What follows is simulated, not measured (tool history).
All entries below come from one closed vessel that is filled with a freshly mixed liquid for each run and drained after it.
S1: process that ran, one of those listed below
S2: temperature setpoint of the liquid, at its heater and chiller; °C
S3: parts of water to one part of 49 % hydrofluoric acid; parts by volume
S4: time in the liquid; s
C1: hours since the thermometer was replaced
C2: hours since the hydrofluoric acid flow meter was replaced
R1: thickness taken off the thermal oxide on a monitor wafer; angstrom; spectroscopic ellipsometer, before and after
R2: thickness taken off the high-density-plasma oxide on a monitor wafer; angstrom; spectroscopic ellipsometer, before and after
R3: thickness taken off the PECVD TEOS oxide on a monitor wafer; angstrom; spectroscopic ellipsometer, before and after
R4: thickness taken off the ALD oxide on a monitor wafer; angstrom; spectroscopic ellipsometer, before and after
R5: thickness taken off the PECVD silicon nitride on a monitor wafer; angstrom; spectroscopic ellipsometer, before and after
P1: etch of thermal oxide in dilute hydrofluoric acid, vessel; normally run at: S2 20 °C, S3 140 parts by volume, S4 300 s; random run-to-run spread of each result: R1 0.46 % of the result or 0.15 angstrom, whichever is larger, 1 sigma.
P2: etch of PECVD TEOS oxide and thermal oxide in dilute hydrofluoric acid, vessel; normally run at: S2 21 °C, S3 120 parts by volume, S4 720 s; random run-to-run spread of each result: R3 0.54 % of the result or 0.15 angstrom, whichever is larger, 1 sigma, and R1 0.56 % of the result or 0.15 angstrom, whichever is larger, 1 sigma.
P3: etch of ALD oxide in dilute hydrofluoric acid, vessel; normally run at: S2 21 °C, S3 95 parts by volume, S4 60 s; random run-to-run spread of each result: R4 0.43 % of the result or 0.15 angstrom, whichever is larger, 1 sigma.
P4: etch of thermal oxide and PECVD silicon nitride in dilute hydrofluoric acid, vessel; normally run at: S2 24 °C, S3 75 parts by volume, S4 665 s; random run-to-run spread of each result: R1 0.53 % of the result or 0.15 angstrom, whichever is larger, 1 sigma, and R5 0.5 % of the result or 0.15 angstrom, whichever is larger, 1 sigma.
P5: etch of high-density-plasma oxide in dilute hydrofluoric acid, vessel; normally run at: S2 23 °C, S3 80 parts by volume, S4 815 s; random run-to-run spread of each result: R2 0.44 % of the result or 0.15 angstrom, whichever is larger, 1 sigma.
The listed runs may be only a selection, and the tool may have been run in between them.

run,hour,S1,S2,S3,S4,C1,C2,R1,R2,R3,R4,R5
1,4.5,P1,20,140,300,203.6,132.5,80.662,,,,
2,9.4,P1,17,35,300,208.5,137.4,320.08,,,,
3,12.7,P5,23,80,1305,211.8,140.7,,822.74,,,
4,17.9,P2,21,120,720,217,145.9,248.49,,436.59,,
5,23.5,P3,21,175,60,222.6,151.5,,,,48.603,
6,27,P3,17,95,60,226.1,155,,,,82.452,
7,30.6,P2,21,120,1065,229.7,158.6,367.71,,642.96,,
8,36.8,P1,20,140,300,235.9,164.8,81.273,,,,
9,41.4,P1,20,35,55,240.5,169.4,66.38,,,,
10,47.7,P1,20,65,300,246.8,175.7,189.83,,,,
11,52,P1,17,140,300,251.1,180,71.514,,,,
12,56.8,P4,24,75,665,255.9,184.8,415.03,,,,260.94
13,60.3,P1,20,200,565,259.4,188.3,100.97,,,,
14,64.2,P4,24,105,665,263.3,192.2,281,,,,186.74
15,67.5,P3,21,95,90,266.6,195.5,,,,146.8,
16,73.3,P1,20,140,300,272.4,201.3,80.49,,,,
17,77.1,P5,23,80,815,276.2,205.1,,512.87,,,
18,82.1,P4,24,75,665,281.2,210.1,409.18,,,,259.73
19,88.4,P5,23,20,815,287.5,216.4,,2222.5,,,
20,92.5,P4,24,75,1130,291.6,220.5,695.01,,,,438.59
21,98.3,P1,20,140,55,297.4,226.3,15.158,,,,
22,102.9,P1,20,140,300,302,230.9,81.113,,,,
23,108.3,P4,30,75,665,307.4,236.3,517.25,,,,387.89
24,115.7,P1,20,195,300,314.8,243.7,55.05,,,,
25,119.7,P1,20,140,300,318.8,247.7,80.973,,,,
26,124.8,P1,26,140,300,323.9,252.8,101.57,,,,
27,129.9,P1,20,140,300,329,257.9,80.608,,,,
28,135.1,P1,20,140,500,334.2,263.1,135.15,,,,
29,140.1,P2,21,50,720,339.2,268.1,648.53,,1139.7,,
30,145.3,P5,23,80,815,344.4,273.3,,516.97,,,
31,152.2,P2,17,120,720,351.3,280.2,210.24,,374,,
32,157.5,P5,18,80,815,356.6,285.5,,418.18,,,
33,162.9,P3,21,95,60,362,290.9,,,,98.237,
34,167.2,P1,20,140,300,366.3,295.2,81.358,,,,
35,171.6,P1,20,140,300,370.7,299.6,78.468,,,,
36,176.7,P1,20,140,300,375.8,304.7,77.647,,,,
37,180.8,P1,20,140,300,379.9,308.8,75.704,,,,
38,184.6,P1,20,140,300,383.7,312.6,75.527,,,,
39,189.6,P1,20,140,300,388.7,317.6,75.239,,,,
40,194.2,P1,20,140,300,393.3,322.2,74.908,,,,
41,200.9,P1,20,140,300,400,328.9,74.787,,,,
42,207.2,P1,20,140,300,406.3,335.2,74.265,,,,
43,212.3,P1,20,140,300,411.4,340.3,74.615,,,,

The output of P1 has drifted from where it used to be. Each of the 2 causes below, taken at the size shown beside it, accounts for the log equally well:
A: liquid colder than its thermometer reads (K) = 2.12
B: hydrofluoric acid flow below the setpoint (%) = 7.17
The onset of the drift is placed at about hour 167.2.

Which of the 4 check runs listed below separates the causes, so that each cause would produce a clearly different result? Each run uses one wafer, and its results are marked with question marks.
check 1,217.4,P5,23,80,815,,,,?,,,
check 2,217.4,P4,24,75,665,,,?,,,,?
check 3,217.4,P2,21,120,720,,,?,,?,,
check 4,217.4,P3,21,95,60,,,,,,?,

If the cause were each of the candidates in turn, the checks would give the following:
check,result,if A,if B
check 1,R2,471.07,473.31
check 2,R1,375.91,377.65
check 2,R5,225.86,242.05
check 3,R1,228.28,228.6
check 3,R3,403.42,403.98
check 4,R4,89.075,89.483
Smallest distance between any two causes, each pair judged by its most separating result, in per cent: check 1 0.47 %; check 2 6.92 %; check 3 0.14 %; check 4 0.46 %
Only check 2 tells the causes apart: in the others they would give nearly the same result.

Check 2 has now been run. It gave: R1 374.24 angstrom; R5 227.04 angstrom. Which of the candidate causes is it?

A is the cause: liquid colder than its thermometer reads (K).
